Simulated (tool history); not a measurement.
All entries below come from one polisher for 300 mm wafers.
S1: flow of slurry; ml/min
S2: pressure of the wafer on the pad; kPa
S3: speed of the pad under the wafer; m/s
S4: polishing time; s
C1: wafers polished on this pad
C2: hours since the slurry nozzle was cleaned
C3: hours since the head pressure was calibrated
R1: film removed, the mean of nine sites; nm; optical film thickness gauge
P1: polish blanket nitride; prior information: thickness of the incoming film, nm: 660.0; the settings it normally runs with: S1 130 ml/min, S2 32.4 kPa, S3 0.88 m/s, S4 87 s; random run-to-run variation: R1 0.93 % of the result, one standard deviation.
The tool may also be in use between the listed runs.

| run | hour | S1 | S2 | S3 | S4 | C1 | C2 | C3 | R1 |
|---|---|---|---|---|---|---|---|---|---|
| 1 | 9.9 | 130 | 32.4 | 0.88 | 87 | 683 | 671.9 | 432.7 | 162.060 |
| 2 | 23.8 | 130 | 32.4 | 1.28 | 87 | 830 | 685.8 | 446.6 | 219.650 |
|  | 34.1 | head pressure recalibrated |
| 3 | 35.8 | 130 | 17.9 | 0.88 | 87 | 957 | 697.8 | 1.7 | 91.080 |
| 4 | 42.6 | 205 | 32.4 | 0.88 | 87 | 1030 | 704.6 | 8.5 | 178.670 |
| 5 | 54.1 | 130 | 32.4 | 0.88 | 121 | 1151 | 716.1 | 20.0 | 225.300 |
|  | 58.6 | slurry nozzle cleaned |
| 6 | 66.3 | 80 | 32.4 | 0.88 | 87 | 1281 | 7.8 | 32.2 | 146.850 |
| 7 | 76.2 | 130 | 32.4 | 0.88 | 87 | 1386 | 17.7 | 42.1 | 162.690 |
| 8 | 89.9 | 130 | 32.4 | 0.88 | 87 | 1531 | 31.4 | 55.8 | 162.550 |
| 9 | 103.8 | 130 | 32.4 | 0.88 | 47 | 1678 | 45.3 | 69.7 | 88.099 |
| 10 | 115.7 | 130 | 32.4 | 0.88 | 87 | 1805 | 57.2 | 81.6 | 160.800 |
| 11 | 124.4 | 130 | 50.3 | 0.88 | 87 | 1897 | 65.9 | 90.3 | 253.120 |
| 12 | 132.5 | 130 | 32.4 | 0.88 | 87 | 1983 | 74.0 | 98.4 | 167.480 |
| 13 | 144.8 | 130 | 32.4 | 0.46 | 87 | 2113 | 86.3 | 110.7 | 97.855 |
| 14 | 154.9 | 130 | 32.4 | 0.88 | 87 | 2220 | 96.4 | 120.8 | 162.140 |
| 15 | 163.9 | 190 | 44.8 | 0.88 | 87 | 2316 | 105.4 | 129.8 | 239.770 |
| 16 | 175.5 | 130 | 32.4 | 0.88 | 87 | 2439 | 117.0 | 141.4 | 162.240 |
| 17 | 186.8 | 130 | 32.4 | 0.88 | 87 | 2559 | 128.3 | 152.7 | 154.770 |
| 18 | 200.6 | 130 | 32.4 | 0.88 | 87 | 2705 | 142.1 | 166.5 | 147.590 |
| 19 | 207.4 | 130 | 32.4 | 0.88 | 87 | 2777 | 148.9 | 173.3 | 148.380 |
| 20 | 217.3 | 130 | 32.4 | 0.88 | 87 | 2882 | 158.8 | 183.2 | 146.600 |
|  | 218.4 | worn pad replaced by a new one |
| 21 | 230.8 | 130 | 32.4 | 0.88 | 87 | 131 | 172.3 | 196.7 | 147.160 |
| 22 | 238.0 | 130 | 32.4 | 0.88 | 87 | 208 | 179.5 | 203.9 | 144.480 |

The log shows P1 creeping away from where it was. Any of the 2 causes listed here, at the size stated for it, fits the log just as well as the others:
A: slurry flow missing at the pad, % = 38.6
B: head's pressure below its setpoint, % = 11.3
Onset of the creep was near hour 175.5.
Ruled out, with reasons:
removal rate lost through wear of the pad, %: maintenance at hour 218.4, after the shift began, did not return the process to its former output

You are offered 4 check runs, listed below with question marks in place of their results; each one averages 3 wafers. Which run separates the listed causes by giving clearly different results for each?
| check 1 | 245.2 | 130 | 40.0 | 0.88 | 87 |  |  |  | ? |
| check 2 | 245.2 | 130 | 49.6 | 0.88 | 87 |  |  |  | ? |
| check 3 | 245.2 | 130 | 22.8 | 0.58 | 87 |  |  |  | ? |
| check 4 | 245.2 | 200 | 32.4 | 0.88 | 87 |  |  |  | ? |

Check results expected under each cause:
| check | result | if A | if B |
|---|---|---|---|
| check 1 | R1 | 179.020 | 179.070 |
| check 2 | R1 | 222.230 | 222.290 |
| check 3 | R1 | 72.970 | 72.989 |
| check 4 | R1 | 161.720 | 155.600 |
Separation of the two closest causes in each check, using whichever result separates them best: check 1 0.03 %; check 2 0.03 %; check 3 0.03 %; check 4 3.86 %
Only in check 4 would the causes give clearly different results; in the remaining checks their results would be nearly the same.

Then check 4 was run and gave: R1 160.830 nm. Which cause is it?

Of the candidate causes, it is A: slurry flow missing at the pad, %.
